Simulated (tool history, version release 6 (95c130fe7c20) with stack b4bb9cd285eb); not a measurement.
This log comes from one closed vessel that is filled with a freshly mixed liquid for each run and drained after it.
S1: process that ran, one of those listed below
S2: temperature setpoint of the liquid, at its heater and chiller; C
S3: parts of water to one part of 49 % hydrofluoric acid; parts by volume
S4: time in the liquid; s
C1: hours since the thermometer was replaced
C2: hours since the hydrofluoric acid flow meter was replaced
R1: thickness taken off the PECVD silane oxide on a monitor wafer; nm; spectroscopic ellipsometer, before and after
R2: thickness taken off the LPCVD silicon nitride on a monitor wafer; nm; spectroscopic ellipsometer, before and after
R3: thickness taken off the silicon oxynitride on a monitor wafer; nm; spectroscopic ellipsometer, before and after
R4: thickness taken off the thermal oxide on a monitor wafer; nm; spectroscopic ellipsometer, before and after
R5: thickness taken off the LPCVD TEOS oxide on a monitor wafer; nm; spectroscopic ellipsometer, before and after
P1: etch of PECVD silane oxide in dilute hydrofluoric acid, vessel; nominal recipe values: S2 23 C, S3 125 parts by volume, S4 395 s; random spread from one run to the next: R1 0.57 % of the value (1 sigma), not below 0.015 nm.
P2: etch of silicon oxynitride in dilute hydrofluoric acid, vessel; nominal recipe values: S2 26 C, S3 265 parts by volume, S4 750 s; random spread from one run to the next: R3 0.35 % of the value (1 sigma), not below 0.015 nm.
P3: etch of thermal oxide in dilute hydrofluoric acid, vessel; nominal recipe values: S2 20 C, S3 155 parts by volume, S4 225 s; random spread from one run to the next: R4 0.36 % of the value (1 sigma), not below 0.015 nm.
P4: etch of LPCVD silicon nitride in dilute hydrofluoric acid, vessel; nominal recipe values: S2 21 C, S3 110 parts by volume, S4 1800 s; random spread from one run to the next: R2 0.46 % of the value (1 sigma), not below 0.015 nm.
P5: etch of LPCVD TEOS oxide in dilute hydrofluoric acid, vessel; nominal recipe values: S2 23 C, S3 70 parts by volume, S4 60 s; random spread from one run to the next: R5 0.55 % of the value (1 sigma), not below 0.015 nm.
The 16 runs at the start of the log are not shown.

{"run": 17, "hour": 144.5, "S1": "P5", "S2": 23, "S3": 70, "S4": 60, "C1": 607.1, "C2": 38, "R5": 15.149}
{"run": 18, "hour": 155.1, "S1": "P1", "S2": 23, "S3": 125, "S4": 395, "C1": 617.7, "C2": 48.6, "R1": 43.309}
{"run": 19, "hour": 162.4, "S1": "P1", "S2": 18, "S3": 125, "S4": 395, "C1": 625, "C2": 55.9, "R1": 35.215}
{"run": 20, "hour": 167.6, "S1": "P2", "S2": 26, "S3": 480, "S4": 750, "C1": 630.2, "C2": 61.1, "R3": 5.8477}
{"run": 21, "hour": 175.2, "S1": "P1", "S2": 23, "S3": 125, "S4": 395, "C1": 637.8, "C2": 68.7, "R1": 42.974}
{"run": 22, "hour": 182.4, "S1": "P2", "S2": 26, "S3": 265, "S4": 750, "C1": 645, "C2": 75.9, "R3": 12.294}
{"run": 23, "hour": 192.6, "S1": "P5", "S2": 23, "S3": 25, "S4": 60, "C1": 655.2, "C2": 86.1, "R5": 45.553}
{"run": 24, "hour": 201.9, "S1": "P5", "S2": 29, "S3": 70, "S4": 60, "C1": 664.5, "C2": 95.4, "R5": 19.286}
{"run": 25, "hour": 208.5, "S1": "P1", "S2": 17, "S3": 40, "S4": 395, "C1": 671.1, "C2": 102, "R1": 114.59}
{"run": 26, "hour": 218.9, "S1": "P2", "S2": 26, "S3": 265, "S4": 750, "C1": 681.5, "C2": 112.4, "R3": 12.345}
{"run": 27, "hour": 230.0, "S1": "P4", "S2": 21, "S3": 180, "S4": 1800, "C1": 692.6, "C2": 123.5, "R2": 4.9066}
{"run": 28, "hour": 241.0, "S1": "P4", "S2": 21, "S3": 110, "S4": 140, "C1": 703.6, "C2": 134.5, "R2": 0.61771}
{"run": 29, "hour": 250.1, "S1": "P3", "S2": 20, "S3": 50, "S4": 225, "C1": 712.7, "C2": 143.6, "R4": 19.443}

Estimate the outcome of run 30 from the log above:
{"run": 30, "hour": 255.7, "S1": "P5", "S2": 23, "S3": 70, "S4": 30, "C1": 718.3, "C2": 149.2, "R5": "?"}

R5: 7.6367 nm

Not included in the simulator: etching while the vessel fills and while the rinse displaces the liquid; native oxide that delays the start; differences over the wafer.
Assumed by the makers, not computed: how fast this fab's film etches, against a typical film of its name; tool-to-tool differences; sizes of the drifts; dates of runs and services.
